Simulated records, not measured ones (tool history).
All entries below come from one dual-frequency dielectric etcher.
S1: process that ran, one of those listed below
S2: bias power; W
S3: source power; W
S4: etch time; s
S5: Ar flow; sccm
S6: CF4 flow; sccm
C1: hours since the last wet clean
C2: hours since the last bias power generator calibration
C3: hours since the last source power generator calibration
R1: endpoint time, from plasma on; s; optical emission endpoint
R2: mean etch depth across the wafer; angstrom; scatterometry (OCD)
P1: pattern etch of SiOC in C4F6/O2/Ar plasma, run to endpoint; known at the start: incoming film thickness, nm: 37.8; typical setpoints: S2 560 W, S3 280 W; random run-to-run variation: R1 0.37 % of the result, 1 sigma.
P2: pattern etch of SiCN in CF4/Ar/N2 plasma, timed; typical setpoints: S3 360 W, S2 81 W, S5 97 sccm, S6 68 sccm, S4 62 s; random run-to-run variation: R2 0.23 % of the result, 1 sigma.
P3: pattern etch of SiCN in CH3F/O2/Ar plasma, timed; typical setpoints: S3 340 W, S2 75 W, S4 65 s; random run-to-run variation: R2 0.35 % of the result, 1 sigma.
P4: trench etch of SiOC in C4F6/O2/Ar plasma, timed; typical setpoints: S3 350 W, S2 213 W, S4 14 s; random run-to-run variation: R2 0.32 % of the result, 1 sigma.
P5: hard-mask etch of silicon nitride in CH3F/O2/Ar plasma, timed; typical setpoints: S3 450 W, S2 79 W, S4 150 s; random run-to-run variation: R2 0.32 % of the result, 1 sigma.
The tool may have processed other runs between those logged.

run,hour,S1,S2,S3,S4,S5,S6,C1,C2,C3,R1,R2
1,7.8,P1,560,280,,,,307.8,1395,1400.7,14.192,
2,14,P4,213,350,10,,,314,1401.2,1406.9,,204.57
3,21,P4,213,350,14,,,321,1408.2,1413.9,,286.21
4,29.7,P2,81,360,62,97,68,329.7,1416.9,1422.6,,465.69
5,42.3,P1,560,280,,,,342.3,1429.5,1435.2,14.229,
6,49,P2,81,360,62,97,89,349,1436.2,1441.9,,482.88
7,61.6,P2,81,280,62,97,68,361.6,1448.8,1454.5,,373.5
8,69.3,P5,97,450,150,,,369.3,1456.5,1462.2,,1200.7
9,76.6,P4,213,230,14,,,376.6,1463.8,1469.5,,243.3
10,85,P1,560,170,,,,385,1472.2,1477.9,16.984,
11,93.5,P1,698,190,,,,393.5,1480.7,1486.4,15.015,
# hour 102.5: source power generator calibrated
12,104.9,P3,75,210,65,,,404.9,1492.1,2.5,,195.16
13,113.7,P1,375,280,,,,413.7,1500.9,11.3,16.511,
14,120.7,P2,81,360,35.5,97,68,420.7,1507.9,18.3,,265.33
15,128.7,P1,560,280,,,,428.7,1515.9,26.3,14.195,
16,135.8,P1,560,280,,,,435.8,1523,33.4,14.129,
17,147.2,P2,81,360,62,128,68,447.2,1534.4,44.8,,447.28
18,158.4,P3,75,340,82,,,458.4,1545.6,56,,294.91
19,164.5,P5,79,300,150,,,464.5,1551.7,62.1,,962.03
20,177.4,P3,101,340,65,,,477.4,1564.6,75,,260.27
21,185.5,P4,213,350,14,,,485.5,1572.7,83.1,,285.71
22,192,P5,79,450,185.5,,,492,1579.2,89.6,,1384.8
23,204.2,P5,79,450,150,,,504.2,1591.4,101.8,,1123.1
24,216.4,P1,560,370,,,,516.4,1603.6,114,12.788,
25,226.5,P1,560,280,,,,526.5,1613.7,124.1,14.093,
26,233.3,P2,81,360,62,97,68,533.3,1620.5,130.9,,463.83
27,241.6,P2,106,360,62,97,68,541.6,1628.8,139.2,,515.05
28,252.2,P4,268,350,14,,,552.2,1639.4,149.8,,308.82
29,258,P3,75,340,65,,,558,1645.2,155.6,,233.02
30,266.3,P1,560,280,,,,566.3,1653.5,163.9,14.167,
31,277,P1,736,280,,,,577,1664.2,174.6,12.747,
32,284.2,P1,560,280,,,,584.2,1671.4,181.8,14.108,
33,293.1,P3,75,340,65,,,593.1,1680.3,190.7,,231.9
34,298.8,P1,560,280,,,,598.8,1686,196.4,14.141,
35,306.4,P1,560,280,,,,606.4,1693.6,204,14.283,
36,312,P1,560,280,,,,612,1699.2,209.6,14.335,
37,320.1,P1,560,280,,,,620.1,1707.3,217.7,14.425,
38,330,P1,560,280,,,,630,1717.2,227.6,14.374,
39,340.2,P1,560,280,,,,640.2,1727.4,237.8,14.418,
# hour 344.4: wet clean of the chamber
40,349.8,P1,560,280,,,,5.4,1737,247.4,14.397,
41,356,P1,560,280,,,,11.6,1743.2,253.6,14.454,

What does the tool deliver on the next run?
42,366.1,P1,560,280,,,,21.7,1753.3,263.7,?,

R1: 14.46 s
